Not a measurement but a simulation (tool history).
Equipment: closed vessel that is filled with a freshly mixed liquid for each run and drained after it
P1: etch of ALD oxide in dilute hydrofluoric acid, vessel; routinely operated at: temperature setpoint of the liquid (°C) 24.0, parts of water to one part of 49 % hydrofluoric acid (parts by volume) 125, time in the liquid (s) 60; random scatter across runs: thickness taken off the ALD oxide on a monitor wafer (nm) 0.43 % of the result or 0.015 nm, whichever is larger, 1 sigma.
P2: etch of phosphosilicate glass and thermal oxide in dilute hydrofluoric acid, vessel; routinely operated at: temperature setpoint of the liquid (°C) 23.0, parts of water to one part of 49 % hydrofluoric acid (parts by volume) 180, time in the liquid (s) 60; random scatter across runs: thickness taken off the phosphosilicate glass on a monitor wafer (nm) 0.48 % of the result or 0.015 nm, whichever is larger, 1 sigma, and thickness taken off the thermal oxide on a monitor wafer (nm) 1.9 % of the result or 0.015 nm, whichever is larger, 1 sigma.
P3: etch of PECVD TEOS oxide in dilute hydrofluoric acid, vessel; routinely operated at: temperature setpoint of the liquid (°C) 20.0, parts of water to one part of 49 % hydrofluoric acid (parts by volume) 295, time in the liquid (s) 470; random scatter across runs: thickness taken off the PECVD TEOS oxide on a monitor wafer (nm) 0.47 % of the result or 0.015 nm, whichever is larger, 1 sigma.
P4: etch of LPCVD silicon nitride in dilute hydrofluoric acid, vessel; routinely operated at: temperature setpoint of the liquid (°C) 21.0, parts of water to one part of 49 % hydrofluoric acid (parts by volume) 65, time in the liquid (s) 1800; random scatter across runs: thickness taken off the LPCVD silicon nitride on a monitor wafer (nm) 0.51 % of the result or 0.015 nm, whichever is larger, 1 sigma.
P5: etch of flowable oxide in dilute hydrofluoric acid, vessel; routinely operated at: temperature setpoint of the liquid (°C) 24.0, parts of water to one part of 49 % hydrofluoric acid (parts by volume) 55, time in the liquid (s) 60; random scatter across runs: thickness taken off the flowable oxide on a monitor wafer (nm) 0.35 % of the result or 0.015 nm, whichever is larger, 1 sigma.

run,hour,process that ran,temperature setpoint of the liquid (°C),parts of water to one part of 49 % hydrofluoric acid (parts by volume),time in the liquid (s),hours since the thermometer was replaced,hours since the hydrofluoric acid flow meter was replaced,thickness taken off the ALD oxide on a monitor wafer (nm),thickness taken off the PECVD TEOS oxide on a monitor wafer (nm),thickness taken off the phosphosilicate glass on a monitor wafer (nm),thickness taken off the thermal oxide on a monitor wafer (nm),thickness taken off the LPCVD silicon nitride on a monitor wafer (nm),thickness taken off the flowable oxide on a monitor wafer (nm)
1,15.4,P1,24.0,125,60,1676.8,112.7,9.8674,,,,,
2,27.6,P1,24.0,125,60,1689.0,124.9,9.9346,,,,,
3,44.1,P3,20.0,295,470,1705.5,141.4,,13.95000,,,,
4,51.7,P2,23.0,180,60,1713.1,149.0,,,40.040,1.35860,,
5,63.6,P1,32.5,125,60,1725.0,160.9,13.6670,,,,,
6,74.2,P2,23.0,180,95,1735.6,171.5,,,62.975,2.17390,,
7,91.1,P1,24.0,125,60,1752.5,188.4,9.9911,,,,,
8,101.3,P4,21.0,65,1800,1762.7,198.6,,,,,10.4610,
9,116.2,P4,21.0,25,1800,1777.6,213.5,,,,,26.2200,
10,124.5,P2,23.0,305,60,1785.9,221.8,,,20.786,0.73291,,
11,137.1,P5,24.0,55,60,1798.5,234.4,,,,,,52.221
12,153.7,P1,24.0,210,60,1815.1,251.0,5.4040,,,,,
13,166.0,P1,24.0,125,60,1827.4,263.3,9.9548,,,,,
14,175.0,P5,17.0,55,60,1836.4,272.3,,,,,,38.845
15,188.5,P1,24.0,125,60,1849.9,285.8,9.8656,,,,,
16,201.6,P2,17.0,180,60,1863.0,298.9,,,31.464,1.05270,,
17,213.8,P5,24.0,55,100,1875.2,311.1,,,,,,87.009
18,229.4,P1,24.0,40,60,1890.8,326.7,34.9070,,,,,
19,245.0,P1,24.0,125,30,1906.4,342.3,4.9887,,,,,
20,258.8,P4,21.0,65,3290,1920.2,356.1,,,,,18.9020,
21,268.4,P1,24.0,125,60,1929.8,365.7,10.0030,,,,,
22,281.1,P1,19.5,125,60,1942.5,378.4,8.3275,,,,,
23,292.8,P3,17.0,295,470,1954.2,390.1,,12.44800,,,,
24,302.8,P5,24.0,100,60,1964.2,400.1,,,,,,27.326
25,316.9,P2,23.0,180,60,1978.3,414.2,,,40.048,1.31670,,
# hour 320.0: hydrofluoric acid flow meter replaced
26,327.5,P1,24.0,125,115,1988.9,7.5,18.9920,,,,,
27,335.8,P1,18.0,125,30,1997.2,15.8,3.9798,,,,,
28,351.7,P3,20.0,295,30,2013.1,31.7,,0.91021,,,,
29,364.5,P4,17.0,65,1800,2025.9,44.5,,,,,7.8748,
30,380.4,P3,20.0,50,470,2041.8,60.4,,106.19000,,,,
31,389.7,P3,20.0,295,470,2051.1,69.7,,13.98100,,,,
32,399.6,P1,24.0,125,60,2061.0,79.6,10.0100,,,,,
33,409.1,P1,24.0,125,60,2070.5,89.1,10.2980,,,,,
34,426.2,P1,24.0,125,60,2087.6,106.2,10.4880,,,,,
35,435.2,P1,24.0,125,60,2096.6,115.2,10.6050,,,,,
36,442.9,P1,24.0,125,60,2104.3,122.9,10.6070,,,,,
37,455.7,P1,24.0,125,60,2117.1,135.7,10.6050,,,,,
38,465.0,P1,24.0,125,60,2126.4,145.0,10.6060,,,,,
39,474.6,P1,24.0,125,60,2136.0,154.6,10.6950,,,,,
40,491.0,P1,24.0,125,60,2152.4,171.0,10.7380,,,,,

Something has made what P1 gives creep away from where it was; the 2 causes below, each at its own stated size, fit the log equally well:
A: liquid hotter than its thermometer reads (K) = 1.97
B: hydrofluoric acid flow above the setpoint (%) = 6.84
The drift started at roughly hour 399.6.

The check runs listed below each take one wafer, and their results are still question marks. Under which run would the listed causes lead to clearly different results?
check 1,507.4,P2,17.0,265,60,,,,,?,?,,
check 2,507.4,P4,17.0,25,1800,,,,,,,?,
check 3,507.4,P5,24.0,90,60,,,,,,,,?
check 4,507.4,P3,20.0,75,470,,,,?,,,,

Expected result of each check under each candidate cause:
check,result,if A,if B
check 1,thickness taken off the phosphosilicate glass on a monitor wafer (nm),21.309,21.434
check 1,thickness taken off the thermal oxide on a monitor wafer (nm),0.72669,0.73093
check 2,thickness taken off the LPCVD silicon nitride on a monitor wafer (nm),22.7520,21.0570
check 3,thickness taken off the flowable oxide on a monitor wafer (nm),33.081,32.930
check 4,thickness taken off the PECVD TEOS oxide on a monitor wafer (nm),74.51800,73.78800
Separation of the two closest causes in each check, using whichever result separates them best: check 1 0.58 %; check 2 7.74 %; check 3 0.46 %; check 4 0.98 %
Only in check 2 would the causes give clearly different results; in the remaining checks their results would be nearly the same.

Check 2 has now been run. It gave: thickness taken off the LPCVD silicon nitride on a monitor wafer (nm) 22.7050. Which of the candidate causes is it?

The cause is A: liquid hotter than its thermometer reads (K).
